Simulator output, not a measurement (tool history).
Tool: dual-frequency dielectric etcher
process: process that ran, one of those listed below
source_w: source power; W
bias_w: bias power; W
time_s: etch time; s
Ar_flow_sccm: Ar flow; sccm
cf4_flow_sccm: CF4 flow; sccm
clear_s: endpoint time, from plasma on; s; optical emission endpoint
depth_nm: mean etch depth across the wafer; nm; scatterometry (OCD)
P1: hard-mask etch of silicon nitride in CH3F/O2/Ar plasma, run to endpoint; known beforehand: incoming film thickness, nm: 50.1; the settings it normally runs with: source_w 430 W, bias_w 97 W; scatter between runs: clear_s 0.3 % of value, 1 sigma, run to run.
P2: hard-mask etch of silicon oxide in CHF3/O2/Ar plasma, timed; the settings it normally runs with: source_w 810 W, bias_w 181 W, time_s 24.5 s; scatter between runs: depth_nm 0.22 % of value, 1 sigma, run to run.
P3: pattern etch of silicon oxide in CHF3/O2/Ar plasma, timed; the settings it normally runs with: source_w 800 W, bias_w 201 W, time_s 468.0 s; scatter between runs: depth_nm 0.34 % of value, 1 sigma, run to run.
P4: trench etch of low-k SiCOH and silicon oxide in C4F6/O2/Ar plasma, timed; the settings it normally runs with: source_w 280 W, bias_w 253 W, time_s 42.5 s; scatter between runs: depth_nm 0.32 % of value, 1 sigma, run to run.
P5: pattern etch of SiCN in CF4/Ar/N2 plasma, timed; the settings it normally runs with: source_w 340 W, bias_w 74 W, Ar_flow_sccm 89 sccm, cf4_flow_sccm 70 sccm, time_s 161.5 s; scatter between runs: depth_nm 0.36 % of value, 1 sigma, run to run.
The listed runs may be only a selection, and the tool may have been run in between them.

run   hour  process  source_w  bias_w  time_s  Ar_flow_sccm  cf4_flow_sccm  hours since the last wet clean  hours since the last source power generator calibration  hours since the last bias power generator calibration  clear_s  depth_nm
  1   10.0       P1       430      97                                                                 76.8                                                   1803.5                                                 2719.8   61.807
  2   17.4       P3       800     201   257.5                                                         84.2                                                   1810.9                                                 2727.2            588.970
  3   22.6       P1       430      97                                                                 89.4                                                   1816.1                                                 2732.4   61.827
  4   33.7       P5       340      74   161.5           116             70                           100.5                                                   1827.2                                                 2743.5            108.160
  5   45.0       P2       810     148    24.5                                                        111.8                                                   1838.5                                                 2754.8             50.999
  6   54.9       P2       810     181    24.5                                                        121.7                                                   1848.4                                                 2764.7             54.351
  7   61.6       P1       280      81                                                                128.4                                                   1855.1                                                 2771.4   77.797
  8   67.3       P1       430      97                                                                134.1                                                   1860.8                                                 2777.1   62.248
  9   76.2       P1       580      97                                                                143.0                                                   1869.7                                                 2786.0   55.524
 10   82.5       P4       280     253    42.5                                                        149.3                                                   1876.0                                                 2792.3            132.330
 11   92.5       P4       280     171    42.5                                                        159.3                                                   1886.0                                                 2802.3            115.380
 12  103.0       P3      1030     201   468.0                                                        169.8                                                   1896.5                                                 2812.8           1176.400
 13  111.1       P3       800     201   468.0                                                        177.9                                                   1904.6                                                 2820.9           1070.100
 14  117.6       P3       800     262   468.0                                                        184.4                                                   1911.1                                                 2827.4           1178.300
 15  128.8       P2       480     181    24.5                                                        195.6                                                   1922.3                                                 2838.6             44.480
 16  139.5       P1       430      75                                                                206.3                                                   1933.0                                                 2849.3   67.818
 17  149.6       P4       280     253    63.5                                                        216.4                                                   1943.1                                                 2859.4            196.090
 18  157.7       P5       340     102   161.5            89             70                           224.5                                                   1951.2                                                 2867.5            125.770
 19  167.0       P1       430     136                                                                233.8                                                   1960.5                                                 2876.8   54.669
 20  176.5       P4       190     253    42.5                                                        243.3                                                   1970.0                                                 2886.3            114.120
 21  183.1       P5       340      74   161.5            89             86                           249.9                                                   1976.6                                                 2892.9            115.510
 22  192.4       P2       810     181    35.0                                                        259.2                                                   1985.9                                                 2902.2             78.047
 23  201.4       P5       340      74   161.5            89             70                           268.2                                                   1994.9                                                 2911.2            112.360
 24  208.8       P5       340      74   105.0            89             70                           275.6                                                   2002.3                                                 2918.6             73.499
 25  216.4       P2       810     181    24.5                                                        283.2                                                   2009.9                                                 2926.2             54.511
 26  226.9       P1       290      97                                                                293.7                                                   2020.4                                                 2936.7   72.142
 27  235.9       P1       580      59                                                                302.7                                                   2029.4                                                 2945.7   65.775

Run 28 has not been measured yet. What should we expect?
 28  244.2       P1       430      97                                                                311.0                                                   2037.7                                                 2954.0        ?

{"run 28": {"clear_s": 62.406}}
